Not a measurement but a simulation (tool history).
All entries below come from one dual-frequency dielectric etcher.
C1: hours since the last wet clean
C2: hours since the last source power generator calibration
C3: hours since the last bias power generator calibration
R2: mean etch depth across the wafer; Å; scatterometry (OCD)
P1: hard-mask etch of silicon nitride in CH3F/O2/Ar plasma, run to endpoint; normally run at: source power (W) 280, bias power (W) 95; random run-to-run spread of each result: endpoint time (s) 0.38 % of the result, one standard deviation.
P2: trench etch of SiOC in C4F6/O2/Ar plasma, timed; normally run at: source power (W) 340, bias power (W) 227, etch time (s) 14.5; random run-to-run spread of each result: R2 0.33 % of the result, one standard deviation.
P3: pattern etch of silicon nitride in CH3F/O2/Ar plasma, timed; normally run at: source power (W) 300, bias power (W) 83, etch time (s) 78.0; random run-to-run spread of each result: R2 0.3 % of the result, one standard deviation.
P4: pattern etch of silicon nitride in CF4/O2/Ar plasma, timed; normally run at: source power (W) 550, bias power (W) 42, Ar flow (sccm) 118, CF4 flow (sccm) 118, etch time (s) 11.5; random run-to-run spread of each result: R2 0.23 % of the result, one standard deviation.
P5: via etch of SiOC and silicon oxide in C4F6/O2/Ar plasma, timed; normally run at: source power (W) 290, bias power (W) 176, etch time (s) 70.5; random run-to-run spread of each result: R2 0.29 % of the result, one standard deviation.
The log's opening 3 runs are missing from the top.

run 4 hour=35.7 | process_that_ran=P2 source_power_(W)=340 bias_power_(W)=227 etch_time_(s)=14.5 | C1=154.9 C2=586.7 C3=756.6 | R2=305.76
run 5 hour=41.4 | process_that_ran=P1 source_power_(W)=280 bias_power_(W)=95 | C1=160.6 C2=592.4 C3=762.3 | endpoint_time_(s)=81.848
run 6 hour=51.0 | process_that_ran=P5 source_power_(W)=290 bias_power_(W)=176 etch_time_(s)=70.5 | C1=170.2 C2=602.0 C3=771.9 | R2=682.29
run 7 hour=58.3 | process_that_ran=P2 source_power_(W)=210 bias_power_(W)=227 etch_time_(s)=14.5 | C1=177.5 C2=609.3 C3=779.2 | R2=254.55
run 8 hour=63.2 | process_that_ran=P4 source_power_(W)=550 bias_power_(W)=42 etch_time_(s)=11.5 Ar_flow_(sccm)=140 CF4_flow_(sccm)=118 | C1=182.4 C2=614.2 C3=784.1 | R2=212.05
run 9 hour=69.7 | process_that_ran=P4 source_power_(W)=550 bias_power_(W)=42 etch_time_(s)=6.5 Ar_flow_(sccm)=118 CF4_flow_(sccm)=118 | C1=188.9 C2=620.7 C3=790.6 | R2=123.02
run 10 hour=78.2 | process_that_ran=P1 source_power_(W)=280 bias_power_(W)=126 | C1=197.4 C2=629.2 C3=799.1 | endpoint_time_(s)=73.455
run 11 hour=89.3 | process_that_ran=P1 source_power_(W)=280 bias_power_(W)=65 | C1=208.5 C2=640.3 C3=810.2 | endpoint_time_(s)=93.895
run 12 hour=94.4 | process_that_ran=P2 source_power_(W)=340 bias_power_(W)=227 etch_time_(s)=14.5 | C1=213.6 C2=645.4 C3=815.3 | R2=304.49
run 13 hour=105.3 | process_that_ran=P1 source_power_(W)=210 bias_power_(W)=95 | C1=224.5 C2=656.3 C3=826.2 | endpoint_time_(s)=91.347
run 14 hour=115.2 | process_that_ran=P1 source_power_(W)=370 bias_power_(W)=68 | C1=234.4 C2=666.2 C3=836.1 | endpoint_time_(s)=82.782
run 15 hour=121.4 | process_that_ran=P5 source_power_(W)=290 bias_power_(W)=176 etch_time_(s)=70.5 | C1=240.6 C2=672.4 C3=842.3 | R2=678.63
run 16 hour=131.5 | process_that_ran=P4 source_power_(W)=420 bias_power_(W)=42 etch_time_(s)=11.5 Ar_flow_(sccm)=118 CF4_flow_(sccm)=118 | C1=250.7 C2=682.5 C3=852.4 | R2=171.62
run 17 hour=142.3 | process_that_ran=P2 source_power_(W)=340 bias_power_(W)=306 etch_time_(s)=14.5 | C1=261.5 C2=693.3 C3=863.2 | R2=338.69
run 18 hour=147.8 | process_that_ran=P5 source_power_(W)=290 bias_power_(W)=242 etch_time_(s)=70.5 | C1=267.0 C2=698.8 C3=868.7 | R2=758.57
run 19 hour=152.7 | process_that_ran=P3 source_power_(W)=300 bias_power_(W)=83 etch_time_(s)=78.0 | C1=271.9 C2=703.7 C3=873.6 | R2=517.43
run 20 hour=160.3 | process_that_ran=P1 source_power_(W)=280 bias_power_(W)=95 | C1=279.5 C2=711.3 C3=881.2 | endpoint_time_(s)=82.019
run 21 hour=170.9 | process_that_ran=P1 source_power_(W)=280 bias_power_(W)=95 | C1=290.1 C2=721.9 C3=891.8 | endpoint_time_(s)=81.769
run 22 hour=181.5 | process_that_ran=P1 source_power_(W)=210 bias_power_(W)=75 | C1=300.7 C2=732.5 C3=902.4 | endpoint_time_(s)=99.547
run 23 hour=189.4 | process_that_ran=P3 source_power_(W)=300 bias_power_(W)=50 etch_time_(s)=78.0 | C1=308.6 C2=740.4 C3=910.3 | R2=437.52
-- hour=192.9 source power generator calibrated
run 24 hour=199.5 | process_that_ran=P1 source_power_(W)=280 bias_power_(W)=95 | C1=318.7 C2=6.7 C3=920.4 | endpoint_time_(s)=81.673
run 25 hour=209.9 | process_that_ran=P5 source_power_(W)=290 bias_power_(W)=176 etch_time_(s)=39.5 | C1=329.1 C2=17.1 C3=930.8 | R2=380.77
run 26 hour=220.1 | process_that_ran=P2 source_power_(W)=340 bias_power_(W)=227 etch_time_(s)=19.5 | C1=339.3 C2=27.3 C3=941.0 | R2=411.38
run 27 hour=226.4 | process_that_ran=P5 source_power_(W)=410 bias_power_(W)=176 etch_time_(s)=70.5 | C1=345.6 C2=33.6 C3=947.3 | R2=780.46
run 28 hour=236.4 | process_that_ran=P3 source_power_(W)=240 bias_power_(W)=83 etch_time_(s)=78.0 | C1=355.6 C2=43.6 C3=957.3 | R2=479.73

The next listed run, before its measurement:
run 29 hour=246.4 | process_that_ran=P4 source_power_(W)=550 bias_power_(W)=42 etch_time_(s)=11.5 Ar_flow_(sccm)=118 CF4_flow_(sccm)=118 | C1=365.6 C2=53.6 C3=967.3 | R2=?

{"run 29": {"R2": 217.47}}
